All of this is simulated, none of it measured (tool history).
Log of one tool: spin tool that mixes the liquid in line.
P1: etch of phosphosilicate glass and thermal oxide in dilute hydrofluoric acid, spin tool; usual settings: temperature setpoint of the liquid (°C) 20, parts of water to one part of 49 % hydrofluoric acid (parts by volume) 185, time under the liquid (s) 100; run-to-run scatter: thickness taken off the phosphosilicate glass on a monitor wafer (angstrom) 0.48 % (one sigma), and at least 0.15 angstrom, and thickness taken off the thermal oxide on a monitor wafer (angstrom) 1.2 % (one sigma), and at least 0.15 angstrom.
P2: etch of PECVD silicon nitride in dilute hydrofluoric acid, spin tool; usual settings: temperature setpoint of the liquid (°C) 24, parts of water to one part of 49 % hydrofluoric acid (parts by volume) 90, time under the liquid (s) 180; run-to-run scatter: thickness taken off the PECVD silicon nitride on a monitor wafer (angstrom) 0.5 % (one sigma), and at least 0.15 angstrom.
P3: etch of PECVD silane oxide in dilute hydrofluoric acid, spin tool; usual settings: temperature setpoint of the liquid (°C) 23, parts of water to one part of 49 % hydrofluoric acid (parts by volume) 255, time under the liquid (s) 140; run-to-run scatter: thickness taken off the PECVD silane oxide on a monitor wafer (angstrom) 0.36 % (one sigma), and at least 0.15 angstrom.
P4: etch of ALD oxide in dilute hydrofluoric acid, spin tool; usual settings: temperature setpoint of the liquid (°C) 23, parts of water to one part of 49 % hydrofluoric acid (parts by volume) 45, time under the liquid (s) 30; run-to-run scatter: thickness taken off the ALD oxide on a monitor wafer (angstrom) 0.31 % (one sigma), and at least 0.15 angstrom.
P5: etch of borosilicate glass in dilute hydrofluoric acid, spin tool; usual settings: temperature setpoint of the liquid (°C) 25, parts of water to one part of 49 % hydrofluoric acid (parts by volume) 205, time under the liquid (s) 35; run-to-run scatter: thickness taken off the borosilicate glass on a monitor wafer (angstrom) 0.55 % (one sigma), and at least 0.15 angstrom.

| run | hour | process that ran | temperature setpoint of the liquid (°C) | parts of water to one part of 49 % hydrofluoric acid (parts by volume) | time under the liquid (s) | thickness taken off the phosphosilicate glass on a monitor wafer (angstrom) | thickness taken off the thermal oxide on a monitor wafer (angstrom) | thickness taken off the borosilicate glass on a monitor wafer (angstrom) | thickness taken off the PECVD silicon nitride on a monitor wafer (angstrom) | thickness taken off the ALD oxide on a monitor wafer (angstrom) | thickness taken off the PECVD silane oxide on a monitor wafer (angstrom) |
|---|---|---|---|---|---|---|---|---|---|---|---|
| 1 | 10.3 | P1 | 20 | 185 | 100 | 517.36 | 19.951 |  |  |  |  |
| 2 | 18.6 | P5 | 18 | 205 | 35 |  |  | 46.091 |  |  |  |
| 3 | 28.6 | P1 | 20 | 185 | 100 | 513.23 | 19.404 |  |  |  |  |
| 4 | 38.3 | P1 | 20 | 80 | 100 | 1330.4 | 51.465 |  |  |  |  |
| 5 | 47.2 | P1 | 20 | 185 | 100 | 513.59 | 20.499 |  |  |  |  |
| 6 | 53.3 | P5 | 25 | 205 | 35 |  |  | 59.887 |  |  |  |
| 7 | 59.2 | P2 | 24 | 90 | 180 |  |  |  | 65.585 |  |  |
| 8 | 65.9 | P1 | 20 | 185 | 50 | 257.43 | 10.242 |  |  |  |  |
| 9 | 72.1 | P4 | 23 | 45 | 15 |  |  |  |  | 58.404 |  |
| 10 | 78.2 | P5 | 25 | 205 | 35 |  |  | 59.932 |  |  |  |
| 11 | 85.2 | P3 | 30 | 255 | 140 |  |  |  |  |  | 185.7 |
| 12 | 94.3 | P5 | 25 | 205 | 65 |  |  | 111.66 |  |  |  |
| 13 | 104.5 | P2 | 24 | 90 | 180 |  |  |  | 65.95 |  |  |
| 14 | 112.8 | P2 | 28 | 90 | 180 |  |  |  | 84.541 |  |  |
| 15 | 117.8 | P4 | 30.5 | 45 | 30 |  |  |  |  | 157.66 |  |
| 16 | 125 | P3 | 23 | 255 | 140 |  |  |  |  |  | 144.8 |
| 17 | 134.9 | P1 | 20 | 185 | 100 | 511.65 | 19.962 |  |  |  |  |
| 18 | 142.1 | P2 | 24 | 130 | 180 |  |  |  | 45.721 |  |  |
| 19 | 150.4 | P4 | 23 | 45 | 30 |  |  |  |  | 116.75 |  |
| 20 | 156.4 | P3 | 23 | 255 | 280 |  |  |  |  |  | 290.65 |
|  | 156.8 | thermometer replaced |
| 21 | 163.6 | P1 | 24 | 185 | 100 | 594.06 | 23.43 |  |  |  |  |
| 22 | 171 | P2 | 24 | 90 | 30 |  |  |  | 10.545 |  |  |
| 23 | 177.2 | P1 | 17 | 185 | 195 | 889.28 | 34.501 |  |  |  |  |
| 24 | 185.5 | P1 | 20 | 185 | 160 | 822.35 | 31.357 |  |  |  |  |
| 25 | 194.5 | P3 | 23 | 45 | 140 |  |  |  |  |  | 1045.2 |
| 26 | 201.4 | P4 | 23 | 80 | 30 |  |  |  |  | 62.655 |  |
| 27 | 208.5 | P1 | 17 | 185 | 100 | 459.13 | 18.146 |  |  |  |  |
| 28 | 218.5 | P1 | 20 | 300 | 100 | 285.63 | 11.172 |  |  |  |  |
| 29 | 226 | P5 | 25 | 345 | 35 |  |  | 31.129 |  |  |  |
| 30 | 236.4 | P1 | 20 | 185 | 100 | 515.32 | 20.115 |  |  |  |  |
| 31 | 242.7 | P1 | 20 | 185 | 100 | 494.21 | 18.976 |  |  |  |  |
| 32 | 247.7 | P1 | 20 | 185 | 100 | 485.8 | 19 |  |  |  |  |
| 33 | 255.7 | P1 | 20 | 185 | 100 | 476.51 | 18.613 |  |  |  |  |
| 34 | 260.4 | P1 | 20 | 185 | 100 | 474.15 | 18.327 |  |  |  |  |
| 35 | 269.1 | P1 | 20 | 185 | 100 | 470.19 | 18.277 |  |  |  |  |
| 36 | 279.3 | P1 | 20 | 185 | 100 | 467.99 | 17.658 |  |  |  |  |
| 37 | 289.6 | P1 | 20 | 185 | 100 | 466.67 | 18.31 |  |  |  |  |

What P1 gives has crept away from where it was. These 2 causes fit the log equally well, each at the size given:
A: hydrofluoric acid flow below the setpoint (%) = 7.78
B: liquid colder than its thermometer reads (K) = 2.45
The creep began at about hour 236.4.

4 check runs are offered, one wafer each, their results left as question marks. Which one tells the causes apart?
| check 1 | 299.9 | P2 | 24 | 90 | 100 |  |  |  | ? |  |  |
| check 2 | 299.9 | P4 | 30.5 | 70 | 30 |  |  |  |  | ? |  |
| check 3 | 299.9 | P5 | 18.5 | 205 | 55 |  |  | ? |  |  |  |
| check 4 | 299.9 | P3 | 23 | 140 | 230 |  |  |  |  |  | ? |

What each check would give under each cause:
| check | result | if A | if B |
|---|---|---|---|
| check 1 | thickness taken off the PECVD silicon nitride on a monitor wafer (angstrom) | 33.534 | 30.835 |
| check 2 | thickness taken off the ALD oxide on a monitor wafer (angstrom) | 89.047 | 88.599 |
| check 3 | thickness taken off the borosilicate glass on a monitor wafer (angstrom) | 67.199 | 67.197 |
| check 4 | thickness taken off the PECVD silane oxide on a monitor wafer (angstrom) | 447.81 | 446.84 |
How far apart the two closest causes lie, in the result that separates them most: check 1 8.39 %; check 2 0.5 %; check 3 0 %; check 4 0.22 %
Check 1 tells the causes apart: in the others they would give nearly the same result.

Check 1 was then run and gave: thickness taken off the PECVD silicon nitride on a monitor wafer (angstrom) 33.417. Which cause is it?

It is A: hydrofluoric acid flow below the setpoint (%).
